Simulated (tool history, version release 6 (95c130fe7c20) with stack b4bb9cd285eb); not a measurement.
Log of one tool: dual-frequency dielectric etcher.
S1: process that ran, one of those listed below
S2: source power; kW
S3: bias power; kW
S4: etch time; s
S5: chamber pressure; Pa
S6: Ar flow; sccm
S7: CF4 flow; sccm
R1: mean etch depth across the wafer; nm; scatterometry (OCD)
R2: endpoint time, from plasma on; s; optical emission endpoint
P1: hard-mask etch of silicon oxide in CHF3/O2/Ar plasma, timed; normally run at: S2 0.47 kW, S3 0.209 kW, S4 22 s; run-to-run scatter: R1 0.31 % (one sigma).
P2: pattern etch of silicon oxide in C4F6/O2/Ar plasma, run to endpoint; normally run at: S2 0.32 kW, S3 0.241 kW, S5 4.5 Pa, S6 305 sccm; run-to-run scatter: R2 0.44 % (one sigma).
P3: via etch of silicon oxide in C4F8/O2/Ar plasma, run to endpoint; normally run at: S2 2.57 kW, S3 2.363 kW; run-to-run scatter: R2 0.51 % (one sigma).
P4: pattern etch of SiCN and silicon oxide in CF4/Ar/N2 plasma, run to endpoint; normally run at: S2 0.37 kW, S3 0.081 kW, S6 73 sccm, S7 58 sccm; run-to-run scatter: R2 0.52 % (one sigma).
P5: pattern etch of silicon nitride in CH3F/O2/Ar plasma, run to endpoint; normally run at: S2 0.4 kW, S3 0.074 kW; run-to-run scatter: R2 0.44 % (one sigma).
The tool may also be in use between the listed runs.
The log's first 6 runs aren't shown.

run,day,S1,S2,S3,S4,S5,S6,S7,R1,R2
7,1.546,P5,0.4,0.06,,,,,,90.82
8,1.779,P1,0.47,0.209,22,,,,41.315,
9,2.029,P2,0.32,0.241,,4.5,364,,,10.574
10,2.221,P4,0.37,0.109,,,73,58,,20.946
11,2.421,P1,0.63,0.209,22,,,,46.25,
12,2.621,P1,0.47,0.209,30.5,,,,57.189,
# day 2.746: wet clean of the chamber
13,2.821,P1,0.47,0.258,32,,,,64.581,
14,3.038,P3,2.57,2.363,,,,,,344.46
15,3.233,P1,0.35,0.127,22,,,,31.256,
16,3.408,P2,0.45,0.241,,4.5,305,,,9.0191
17,3.654,P1,0.47,0.209,22,,,,41.296,
18,3.812,P5,0.56,0.074,,,,,,73.987
19,3.975,P4,0.37,0.081,,,73,35,,24.855
20,4.179,P4,0.37,0.081,,,73,58,,23.384
21,4.388,P1,0.47,0.209,22,,,,41.529,
22,4.658,P2,0.32,0.241,,4.5,305,,,10.31
23,4.829,P1,0.47,0.293,22,,,,46.653,
24,5.1,P1,0.47,0.209,22,,,,41.281,
25,5.342,P1,0.29,0.209,22,,,,34.397,
# day 5.512: source power generator calibrated
26,5.588,P3,3.54,2.363,,,,,,303.9

Forecast run 27:
27,5.779,P2,0.32,0.323,,4.5,305,,,?

Run 27 gave R2 9.3003 s.
